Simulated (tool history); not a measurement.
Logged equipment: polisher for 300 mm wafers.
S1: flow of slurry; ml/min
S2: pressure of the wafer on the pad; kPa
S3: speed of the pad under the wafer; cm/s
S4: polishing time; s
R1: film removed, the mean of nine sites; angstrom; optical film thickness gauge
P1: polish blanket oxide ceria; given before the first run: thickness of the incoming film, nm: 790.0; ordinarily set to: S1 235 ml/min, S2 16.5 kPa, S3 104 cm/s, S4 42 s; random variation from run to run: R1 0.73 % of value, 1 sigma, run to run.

run,hour,S1,S2,S3,S4,R1
1,12.4,235,16.5,104,42,1763.4
2,25.2,235,16.5,104,42,1774.8
3,39.2,235,16.5,70,56,1561.8
4,49.4,235,16.5,104,42,1762.2
5,66.2,235,16.5,150,42,2502.8
6,79.8,235,16.5,104,30,1243.6
7,96.7,235,16.5,104,64,2648.8
8,105.2,140,16.5,104,42,1632.3
9,120,235,20,136,42,2735.8
10,128.9,185,16.5,150,42,2439.4
11,139.8,235,9.7,104,42,1011.6
12,154.4,235,16.5,104,42,1735.7
13,166,235,16.5,104,42,1724.7
14,181.6,235,16.5,104,42,1727.5
15,197.7,295,16.5,104,42,1775.1
16,213.8,235,16.5,56,42,957.38
17,223.9,235,24.8,104,42,2630.7
18,239.9,235,16.5,104,42,1742.7
19,252.1,235,16.5,104,42,1720.6

Run 20 is up next; what results do you expect?
20,267.7,235,16.5,104,42,?

R1: 1681.5 angstrom
